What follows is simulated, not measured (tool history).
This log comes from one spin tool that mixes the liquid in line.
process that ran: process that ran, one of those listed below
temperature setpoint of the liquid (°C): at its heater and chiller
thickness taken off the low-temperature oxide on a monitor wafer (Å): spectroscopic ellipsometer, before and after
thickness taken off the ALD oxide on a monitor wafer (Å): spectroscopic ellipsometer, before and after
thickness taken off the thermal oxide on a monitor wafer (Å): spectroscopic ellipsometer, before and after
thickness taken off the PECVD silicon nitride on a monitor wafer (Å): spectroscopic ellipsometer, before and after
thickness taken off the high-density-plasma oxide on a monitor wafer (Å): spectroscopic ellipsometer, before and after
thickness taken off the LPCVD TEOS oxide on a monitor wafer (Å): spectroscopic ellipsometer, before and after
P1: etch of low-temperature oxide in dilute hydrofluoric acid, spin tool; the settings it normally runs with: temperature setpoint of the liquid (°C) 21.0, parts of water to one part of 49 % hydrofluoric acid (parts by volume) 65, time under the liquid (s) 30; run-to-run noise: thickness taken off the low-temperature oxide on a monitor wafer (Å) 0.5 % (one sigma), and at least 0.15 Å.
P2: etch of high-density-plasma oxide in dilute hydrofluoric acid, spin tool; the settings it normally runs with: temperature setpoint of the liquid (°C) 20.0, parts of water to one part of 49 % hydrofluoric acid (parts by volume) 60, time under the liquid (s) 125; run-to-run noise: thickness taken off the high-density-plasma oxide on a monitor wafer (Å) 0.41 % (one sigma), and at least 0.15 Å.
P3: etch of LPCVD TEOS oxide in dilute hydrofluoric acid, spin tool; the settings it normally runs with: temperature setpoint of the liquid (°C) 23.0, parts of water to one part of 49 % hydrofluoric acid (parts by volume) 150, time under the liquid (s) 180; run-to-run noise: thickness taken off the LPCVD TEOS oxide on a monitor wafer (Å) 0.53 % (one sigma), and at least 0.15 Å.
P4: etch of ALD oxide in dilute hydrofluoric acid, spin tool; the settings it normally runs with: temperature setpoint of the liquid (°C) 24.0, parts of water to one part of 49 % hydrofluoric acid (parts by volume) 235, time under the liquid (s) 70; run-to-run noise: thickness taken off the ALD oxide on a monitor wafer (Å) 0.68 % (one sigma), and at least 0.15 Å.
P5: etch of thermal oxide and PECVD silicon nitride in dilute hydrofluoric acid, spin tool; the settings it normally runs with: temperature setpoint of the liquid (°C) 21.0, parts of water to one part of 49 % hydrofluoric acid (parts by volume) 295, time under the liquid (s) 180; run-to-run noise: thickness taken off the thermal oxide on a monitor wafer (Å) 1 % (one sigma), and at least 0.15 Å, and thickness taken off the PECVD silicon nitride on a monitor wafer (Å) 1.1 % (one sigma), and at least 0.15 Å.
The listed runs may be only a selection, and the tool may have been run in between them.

run,day,process that ran,temperature setpoint of the liquid (°C),parts of water to one part of 49 % hydrofluoric acid (parts by volume),time under the liquid (s),thickness taken off the low-temperature oxide on a monitor wafer (Å),thickness taken off the ALD oxide on a monitor wafer (Å),thickness taken off the thermal oxide on a monitor wafer (Å),thickness taken off the PECVD silicon nitride on a monitor wafer (Å),thickness taken off the high-density-plasma oxide on a monitor wafer (Å),thickness taken off the LPCVD TEOS oxide on a monitor wafer (Å)
1,0.454,P1,21.0,65,30,102.730,,,,,
2,0.871,P4,24.0,235,70,,40.918,,,,
3,1.429,P5,17.0,295,180,,,17.4910,17.6270,,
4,2.075,P2,20.0,25,125,,,,,240.070,
5,2.662,P1,21.0,65,55,187.540,,,,,
6,3.117,P1,17.0,20,30,294.590,,,,,
7,3.558,P4,24.0,235,20,,11.841,,,,
8,4.208,P1,21.0,40,30,171.770,,,,,
9,4.771,P1,21.0,65,30,103.870,,,,,
# day 4.992: hydrofluoric acid flow meter replaced
10,5.317,P2,20.0,60,125,,,,,95.317,
11,5.717,P1,25.5,65,30,123.210,,,,,
12,6.329,P3,23.0,150,180,,,,,,183.24
13,6.800,P4,24.0,235,70,,41.222,,,,
14,7.471,P1,21.0,65,15,51.848,,,,,
15,7.950,P3,23.0,150,350,,,,,,354.12
16,8.367,P5,21.0,295,180,,,19.6970,22.9320,,
17,9.058,P3,23.0,45,180,,,,,,693.93
18,9.392,P2,20.0,60,125,,,,,94.862,
19,10.121,P5,21.0,295,180,,,20.0670,22.3820,,
20,10.800,P1,21.0,65,30,102.950,,,,,
21,11.275,P1,26.5,65,15,64.156,,,,,
22,11.733,P1,21.0,105,30,60.084,,,,,
23,12.312,P1,26.5,105,30,75.594,,,,,
24,12.800,P2,17.0,60,125,,,,,83.182,
25,13.250,P1,17.5,65,30,88.165,,,,,
26,13.796,P2,20.0,60,210,,,,,159.870,
27,14.146,P1,21.0,65,30,102.640,,,,,
28,14.562,P3,23.0,150,180,,,,,,183.21
29,15.004,P5,21.0,295,40,,,4.6659,4.8629,,
30,15.558,P4,18.0,235,70,,32.558,,,,
31,16.079,P5,21.0,420,180,,,12.7180,16.4940,,
32,16.733,P3,17.0,150,180,,,,,,144.88

Run 33, settings as shown, results not yet in. Your forecast:
33,17.312,P1,21.0,65,30,?,,,,,

{"run 33": {"thickness taken off the low-temperature oxide on a monitor wafer (Å)": 102.21}}
